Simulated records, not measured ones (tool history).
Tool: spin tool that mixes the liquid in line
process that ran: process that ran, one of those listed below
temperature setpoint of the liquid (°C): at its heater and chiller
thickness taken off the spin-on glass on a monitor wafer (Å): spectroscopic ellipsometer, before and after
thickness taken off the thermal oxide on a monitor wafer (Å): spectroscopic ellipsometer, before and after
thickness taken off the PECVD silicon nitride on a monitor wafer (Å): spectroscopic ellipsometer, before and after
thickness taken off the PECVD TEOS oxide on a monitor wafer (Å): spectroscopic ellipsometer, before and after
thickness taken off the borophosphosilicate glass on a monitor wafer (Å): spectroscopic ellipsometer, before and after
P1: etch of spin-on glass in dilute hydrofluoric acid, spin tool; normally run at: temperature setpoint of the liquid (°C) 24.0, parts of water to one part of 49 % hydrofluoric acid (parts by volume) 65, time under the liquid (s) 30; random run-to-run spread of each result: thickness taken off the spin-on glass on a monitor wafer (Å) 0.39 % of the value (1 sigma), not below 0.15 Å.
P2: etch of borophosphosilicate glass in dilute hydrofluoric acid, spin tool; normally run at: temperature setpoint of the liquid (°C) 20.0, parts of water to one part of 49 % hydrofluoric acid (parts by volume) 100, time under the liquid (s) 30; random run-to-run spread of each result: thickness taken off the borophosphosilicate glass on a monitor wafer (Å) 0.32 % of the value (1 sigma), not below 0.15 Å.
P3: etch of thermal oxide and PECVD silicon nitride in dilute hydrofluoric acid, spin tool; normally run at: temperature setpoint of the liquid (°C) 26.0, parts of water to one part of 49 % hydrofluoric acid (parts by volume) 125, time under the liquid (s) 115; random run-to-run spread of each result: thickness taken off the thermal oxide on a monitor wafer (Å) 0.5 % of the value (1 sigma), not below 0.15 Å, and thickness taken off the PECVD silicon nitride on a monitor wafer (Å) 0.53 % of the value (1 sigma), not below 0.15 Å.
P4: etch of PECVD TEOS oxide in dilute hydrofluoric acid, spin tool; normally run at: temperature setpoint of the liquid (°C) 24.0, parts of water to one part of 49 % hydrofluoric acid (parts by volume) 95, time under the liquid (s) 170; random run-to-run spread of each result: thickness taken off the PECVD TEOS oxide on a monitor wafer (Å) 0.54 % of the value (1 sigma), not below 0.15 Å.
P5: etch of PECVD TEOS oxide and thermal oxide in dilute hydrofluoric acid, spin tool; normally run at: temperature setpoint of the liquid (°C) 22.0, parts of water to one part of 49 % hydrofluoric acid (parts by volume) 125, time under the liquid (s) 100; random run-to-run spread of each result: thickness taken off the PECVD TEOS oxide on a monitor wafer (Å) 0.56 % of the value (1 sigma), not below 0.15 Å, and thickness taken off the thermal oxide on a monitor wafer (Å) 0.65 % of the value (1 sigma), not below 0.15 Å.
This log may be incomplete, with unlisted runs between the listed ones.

| run | hour | process that ran | temperature setpoint of the liquid (°C) | parts of water to one part of 49 % hydrofluoric acid (parts by volume) | time under the liquid (s) | hours since the thermometer was replaced | hours since the hydrofluoric acid flow meter was replaced | thickness taken off the spin-on glass on a monitor wafer (Å) | thickness taken off the thermal oxide on a monitor wafer (Å) | thickness taken off the PECVD silicon nitride on a monitor wafer (Å) | thickness taken off the PECVD TEOS oxide on a monitor wafer (Å) | thickness taken off the borophosphosilicate glass on a monitor wafer (Å) |
|---|---|---|---|---|---|---|---|---|---|---|---|---|
| 1 | 12.9 | P1 | 24.0 | 65 | 30 | 1110.9 | 263.2 | 167.370 |  |  |  |  |
| 2 | 20.6 | P3 | 20.5 | 125 | 115 | 1118.6 | 270.9 |  | 35.948 | 32.866 |  |  |
| 3 | 27.4 | P1 | 24.0 | 65 | 30 | 1125.4 | 277.7 | 168.660 |  |  |  |  |
| 4 | 35.1 | P3 | 26.0 | 125 | 115 | 1133.1 | 285.4 |  | 44.577 | 47.277 |  |  |
| 5 | 45.3 | P3 | 26.0 | 125 | 115 | 1143.3 | 295.6 |  | 45.093 | 46.853 |  |  |
| 6 | 53.5 | P1 | 24.0 | 65 | 30 | 1151.5 | 303.8 | 167.980 |  |  |  |  |
| 7 | 65.4 | P4 | 24.0 | 25 | 170 | 1163.4 | 315.7 |  |  |  | 639.610 |  |
| 8 | 73.5 | P1 | 24.0 | 65 | 55 | 1171.5 | 323.8 | 309.680 |  |  |  |  |
| 9 | 88.3 | P5 | 22.0 | 125 | 100 | 1186.3 | 338.6 |  | 33.063 |  | 61.159 |  |
| 10 | 97.3 | P3 | 26.0 | 225 | 115 | 1195.3 | 347.6 |  | 22.293 | 26.059 |  |  |
| 11 | 105.3 | P1 | 19.5 | 65 | 30 | 1203.3 | 355.6 | 140.250 |  |  |  |  |
| 12 | 113.7 | P5 | 22.0 | 125 | 100 | 1211.7 | 364.0 |  | 33.458 |  | 62.326 |  |
| 13 | 121.8 | P1 | 24.0 | 65 | 30 | 1219.8 | 372.1 | 168.810 |  |  |  |  |
| 14 | 136.0 | P5 | 22.0 | 195 | 100 | 1234.0 | 386.3 |  | 19.994 |  | 36.914 |  |
| 15 | 148.3 | P3 | 26.0 | 125 | 30 | 1246.3 | 398.6 |  | 11.939 | 12.123 |  |  |
| 16 | 159.8 | P2 | 20.0 | 100 | 30 | 1257.8 | 410.1 |  |  |  |  | 189.28 |
| 17 | 169.7 | P2 | 24.0 | 100 | 30 | 1267.7 | 420.0 |  |  |  |  | 223.61 |
| 18 | 178.8 | P1 | 24.0 | 65 | 30 | 1276.8 | 429.1 | 168.920 |  |  |  |  |
| 19 | 191.5 | P4 | 24.0 | 95 | 170 | 1289.5 | 441.8 |  |  |  | 153.930 |  |
| 20 | 206.6 | P4 | 24.0 | 95 | 275 | 1304.6 | 456.9 |  |  |  | 248.780 |  |
| 21 | 217.1 | P2 | 20.0 | 50 | 30 | 1315.1 | 467.4 |  |  |  |  | 404.99 |
| 22 | 226.5 | P2 | 20.0 | 100 | 55 | 1324.5 | 476.8 |  |  |  |  | 352.07 |
| 23 | 237.8 | P1 | 24.0 | 35 | 30 | 1335.8 | 488.1 | 324.560 |  |  |  |  |
| 24 | 250.7 | P1 | 24.0 | 65 | 30 | 1348.7 | 501.0 | 168.920 |  |  |  |  |
| 25 | 263.7 | P5 | 22.0 | 125 | 200 | 1361.7 | 514.0 |  | 67.259 |  | 123.340 |  |
| 26 | 275.0 | P1 | 24.0 | 100 | 30 | 1373.0 | 525.3 | 105.200 |  |  |  |  |
| 27 | 284.6 | P4 | 19.0 | 95 | 170 | 1382.6 | 534.9 |  |  |  | 125.280 |  |
| 28 | 293.7 | P1 | 24.0 | 90 | 15 | 1391.7 | 544.0 | 58.875 |  |  |  |  |
| 29 | 301.9 | P1 | 24.0 | 65 | 30 | 1399.9 | 552.2 | 170.310 |  |  |  |  |
| 30 | 309.3 | P1 | 30.5 | 65 | 30 | 1407.3 | 559.6 | 219.350 |  |  |  |  |
| 31 | 324.6 | P5 | 17.0 | 125 | 100 | 1422.6 | 574.9 |  | 27.514 |  | 50.531 |  |
| 32 | 331.4 | P1 | 24.0 | 65 | 15 | 1429.4 | 581.7 | 84.226 |  |  |  |  |
| 33 | 342.8 | P1 | 24.0 | 65 | 30 | 1440.8 | 593.1 | 169.780 |  |  |  |  |
| 34 | 351.5 | P1 | 24.0 | 65 | 30 | 1449.5 | 601.8 | 165.150 |  |  |  |  |
| 35 | 365.0 | P1 | 24.0 | 65 | 30 | 1463.0 | 615.3 | 160.750 |  |  |  |  |
| 36 | 378.1 | P1 | 24.0 | 65 | 30 | 1476.1 | 628.4 | 159.310 |  |  |  |  |
| 37 | 391.7 | P1 | 24.0 | 65 | 30 | 1489.7 | 642.0 | 158.970 |  |  |  |  |
| 38 | 400.7 | P1 | 24.0 | 65 | 30 | 1498.7 | 651.0 | 156.300 |  |  |  |  |
| 39 | 415.5 | P1 | 24.0 | 65 | 30 | 1513.5 | 665.8 | 156.070 |  |  |  |  |
| 40 | 425.5 | P1 | 24.0 | 65 | 30 | 1523.5 | 675.8 | 157.180 |  |  |  |  |

The next listed run, before its measurement:
| 41 | 441.1 | P1 | 24.0 | 65 | 30 | 1539.1 | 691.4 | ? |  |  |  |  |

{"run 41": {"thickness taken off the spin-on glass on a monitor wafer (Å)": 156.22}}
